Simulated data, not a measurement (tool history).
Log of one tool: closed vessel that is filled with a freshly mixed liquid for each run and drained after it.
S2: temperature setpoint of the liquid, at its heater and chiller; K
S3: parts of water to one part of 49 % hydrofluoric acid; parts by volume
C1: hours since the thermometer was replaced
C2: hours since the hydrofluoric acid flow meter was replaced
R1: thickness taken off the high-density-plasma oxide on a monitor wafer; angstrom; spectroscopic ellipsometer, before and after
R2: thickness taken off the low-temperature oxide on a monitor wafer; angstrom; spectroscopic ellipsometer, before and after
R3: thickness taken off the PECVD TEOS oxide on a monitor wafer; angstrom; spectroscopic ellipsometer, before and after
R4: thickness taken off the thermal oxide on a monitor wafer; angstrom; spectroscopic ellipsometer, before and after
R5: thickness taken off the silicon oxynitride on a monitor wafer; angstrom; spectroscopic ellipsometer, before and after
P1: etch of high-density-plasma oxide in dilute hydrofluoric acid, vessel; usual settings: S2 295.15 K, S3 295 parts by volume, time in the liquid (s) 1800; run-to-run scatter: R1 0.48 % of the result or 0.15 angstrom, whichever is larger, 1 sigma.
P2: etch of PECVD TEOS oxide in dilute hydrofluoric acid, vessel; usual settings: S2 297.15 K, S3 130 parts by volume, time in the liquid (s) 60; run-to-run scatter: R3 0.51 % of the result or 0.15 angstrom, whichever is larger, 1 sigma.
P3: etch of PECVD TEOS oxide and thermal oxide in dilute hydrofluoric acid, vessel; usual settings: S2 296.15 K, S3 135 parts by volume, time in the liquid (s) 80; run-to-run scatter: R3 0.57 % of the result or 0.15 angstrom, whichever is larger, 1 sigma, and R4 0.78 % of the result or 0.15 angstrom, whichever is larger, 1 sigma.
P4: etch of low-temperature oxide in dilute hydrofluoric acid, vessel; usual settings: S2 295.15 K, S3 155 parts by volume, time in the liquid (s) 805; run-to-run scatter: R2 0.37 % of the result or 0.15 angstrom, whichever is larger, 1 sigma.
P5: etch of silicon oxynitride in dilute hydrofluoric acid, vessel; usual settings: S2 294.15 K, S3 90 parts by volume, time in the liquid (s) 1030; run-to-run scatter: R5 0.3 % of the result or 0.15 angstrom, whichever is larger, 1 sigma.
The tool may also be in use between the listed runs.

run 1 hour=10.0 | process_that_ran=P1 S2=295.15 S3=295 time_in_the_liquid_(s)=1800 | C1=1508.5 C2=536.4 | R1=347.05
run 2 hour=20.3 | process_that_ran=P1 S2=295.15 S3=295 time_in_the_liquid_(s)=3375 | C1=1518.8 C2=546.7 | R1=654.50
run 3 hour=29.4 | process_that_ran=P1 S2=295.15 S3=295 time_in_the_liquid_(s)=1800 | C1=1527.9 C2=555.8 | R1=347.49
run 4 hour=38.3 | process_that_ran=P4 S2=295.15 S3=155 time_in_the_liquid_(s)=805 | C1=1536.8 C2=564.7 | R2=554.64
run 5 hour=48.6 | process_that_ran=P1 S2=295.15 S3=295 time_in_the_liquid_(s)=1800 | C1=1547.1 C2=575.0 | R1=347.70
run 6 hour=64.2 | process_that_ran=P3 S2=296.15 S3=135 time_in_the_liquid_(s)=80 | C1=1562.7 C2=590.6 | R3=49.102 R4=25.9020
run 7 hour=74.6 | process_that_ran=P5 S2=294.15 S3=90 time_in_the_liquid_(s)=1030 | C1=1573.1 C2=601.0 | R5=190.790
run 8 hour=88.6 | process_that_ran=P3 S2=296.15 S3=135 time_in_the_liquid_(s)=30 | C1=1587.1 C2=615.0 | R3=18.253 R4=9.7903
run 9 hour=103.1 | process_that_ran=P3 S2=296.15 S3=240 time_in_the_liquid_(s)=80 | C1=1601.6 C2=629.5 | R3=24.900 R4=13.0530
run 10 hour=113.0 | process_that_ran=P1 S2=295.15 S3=295 time_in_the_liquid_(s)=1800 | C1=1611.5 C2=639.4 | R1=346.13
run 11 hour=121.4 | process_that_ran=P1 S2=300.15 S3=295 time_in_the_liquid_(s)=1800 | C1=1619.9 C2=647.8 | R1=412.32
run 12 hour=129.6 | process_that_ran=P3 S2=290.15 S3=135 time_in_the_liquid_(s)=80 | C1=1628.1 C2=656.0 | R3=39.204 R4=20.5480
run 13 hour=145.4 | process_that_ran=P1 S2=301.65 S3=140 time_in_the_liquid_(s)=1800 | C1=1643.9 C2=671.8 | R1=1099.50
run 14 hour=155.7 | process_that_ran=P1 S2=295.15 S3=295 time_in_the_liquid_(s)=1800 | C1=1654.2 C2=682.1 | R1=345.49
run 15 hour=170.1 | process_that_ran=P2 S2=297.15 S3=200 time_in_the_liquid_(s)=60 | C1=1668.6 C2=696.5 | R3=51.552
run 16 hour=179.3 | process_that_ran=P2 S2=297.15 S3=130 time_in_the_liquid_(s)=30 | C1=1677.8 C2=705.7 | R3=42.956
run 17 hour=187.5 | process_that_ran=P1 S2=295.15 S3=295 time_in_the_liquid_(s)=825 | C1=1686.0 C2=713.9 | R1=158.55
run 18 hour=197.5 | process_that_ran=P2 S2=297.15 S3=130 time_in_the_liquid_(s)=60 | C1=1696.0 C2=723.9 | R3=86.046
run 19 hour=208.4 | process_that_ran=P1 S2=295.15 S3=445 time_in_the_liquid_(s)=1800 | C1=1706.9 C2=734.8 | R1=201.19
run 20 hour=221.0 | process_that_ran=P1 S2=295.15 S3=185 time_in_the_liquid_(s)=1800 | C1=1719.5 C2=747.4 | R1=615.74
run 21 hour=229.5 | process_that_ran=P4 S2=295.15 S3=290 time_in_the_liquid_(s)=805 | C1=1728.0 C2=755.9 | R2=259.86
run 22 hour=242.2 | process_that_ran=P1 S2=290.15 S3=295 time_in_the_liquid_(s)=1800 | C1=1740.7 C2=768.6 | R1=287.06
run 23 hour=251.9 | process_that_ran=P4 S2=302.15 S3=155 time_in_the_liquid_(s)=805 | C1=1750.4 C2=778.3 | R2=722.20
run 24 hour=264.7 | process_that_ran=P5 S2=294.15 S3=35 time_in_the_liquid_(s)=1030 | C1=1763.2 C2=791.1 | R5=511.550
run 25 hour=275.6 | process_that_ran=P4 S2=295.15 S3=155 time_in_the_liquid_(s)=415 | C1=1774.1 C2=802.0 | R2=286.74
run 26 hour=284.9 | process_that_ran=P1 S2=290.15 S3=110 time_in_the_liquid_(s)=1800 | C1=1783.4 C2=811.3 | R1=915.96
run 27 hour=293.9 | process_that_ran=P5 S2=290.15 S3=90 time_in_the_liquid_(s)=1030 | C1=1792.4 C2=820.3 | R5=157.260
run 28 hour=301.4 | process_that_ran=P2 S2=305.65 S3=130 time_in_the_liquid_(s)=60 | C1=1799.9 C2=827.8 | R3=117.780
run 29 hour=316.1 | process_that_ran=P5 S2=294.15 S3=90 time_in_the_liquid_(s)=1030 | C1=1814.6 C2=842.5 | R5=190.740
run 30 hour=323.4 | process_that_ran=P5 S2=294.15 S3=90 time_in_the_liquid_(s)=60 | C1=1821.9 C2=849.8 | R5=10.874
run 31 hour=333.2 | process_that_ran=P3 S2=296.15 S3=135 time_in_the_liquid_(s)=80 | C1=1831.7 C2=859.6 | R3=49.141 R4=25.8930
run 32 hour=342.4 | process_that_ran=P1 S2=295.15 S3=295 time_in_the_liquid_(s)=1800 | C1=1840.9 C2=868.8 | R1=347.26
run 33 hour=353.0 | process_that_ran=P1 S2=295.15 S3=295 time_in_the_liquid_(s)=1800 | C1=1851.5 C2=879.4 | R1=346.71
run 34 hour=365.7 | process_that_ran=P1 S2=295.15 S3=295 time_in_the_liquid_(s)=1800 | C1=1864.2 C2=892.1 | R1=354.95
run 35 hour=380.9 | process_that_ran=P1 S2=295.15 S3=295 time_in_the_liquid_(s)=1800 | C1=1879.4 C2=907.3 | R1=363.75
run 36 hour=396.3 | process_that_ran=P1 S2=295.15 S3=295 time_in_the_liquid_(s)=1800 | C1=1894.8 C2=922.7 | R1=369.58
run 37 hour=409.0 | process_that_ran=P1 S2=295.15 S3=295 time_in_the_liquid_(s)=1800 | C1=1907.5 C2=935.4 | R1=368.15
run 38 hour=418.6 | process_that_ran=P1 S2=295.15 S3=295 time_in_the_liquid_(s)=1800 | C1=1917.1 C2=945.0 | R1=368.11
run 39 hour=430.5 | process_that_ran=P1 S2=295.15 S3=295 time_in_the_liquid_(s)=1800 | C1=1929.0 C2=956.9 | R1=369.13
run 40 hour=441.9 | process_that_ran=P1 S2=295.15 S3=295 time_in_the_liquid_(s)=1800 | C1=1940.4 C2=968.3 | R1=374.01
run 41 hour=451.5 | process_that_ran=P1 S2=295.15 S3=295 time_in_the_liquid_(s)=1800 | C1=1950.0 C2=977.9 | R1=373.74

What P1 gives has crept away from where it was. These 2 causes fit the log equally well, each at the size given:
A: hydrofluoric acid flow above the setpoint (%) = 5.79
B: liquid hotter than its thermometer reads (K) = 2.03
The creep began at about hour 353.0.

4 check runs are offered, one wafer each, their results left as question marks. Which one tells the causes apart?
run check 1 hour=461.1 | process_that_ran=P3 S2=296.15 S3=225 time_in_the_liquid_(s)=35 | R3=? R4=?
run check 2 hour=461.1 | process_that_ran=P5 S2=294.15 S3=40 time_in_the_liquid_(s)=225 | R5=?
run check 3 hour=461.1 | process_that_ran=P4 S2=298.65 S3=155 time_in_the_liquid_(s)=425 | R2=?
run check 4 hour=461.1 | process_that_ran=P2 S2=305.15 S3=130 time_in_the_liquid_(s)=30 | R3=?

What each check would give under each cause:
check=check_1 result=R3 if_A=12.579 if_B=12.640
check=check_1 result=R4 if_A=6.6707 if_B=6.7033
check=check_2 result=R5 if_A=103.190 if_B=107.770
check=check_3 result=R2 if_A=358.82 if_B=362.09
check=check_4 result=R3 if_A=61.565 if_B=61.907
How far apart the two closest causes lie, in the result that separates them most: check 1 0.49 %; check 2 4.35 %; check 3 0.91 %; check 4 0.56 %
Check 2 tells the causes apart: in the others they would give nearly the same result.

Check 2 was then run and gave: R5 103.550 angstrom. Which cause is it?

It is A: hydrofluoric acid flow above the setpoint (%).

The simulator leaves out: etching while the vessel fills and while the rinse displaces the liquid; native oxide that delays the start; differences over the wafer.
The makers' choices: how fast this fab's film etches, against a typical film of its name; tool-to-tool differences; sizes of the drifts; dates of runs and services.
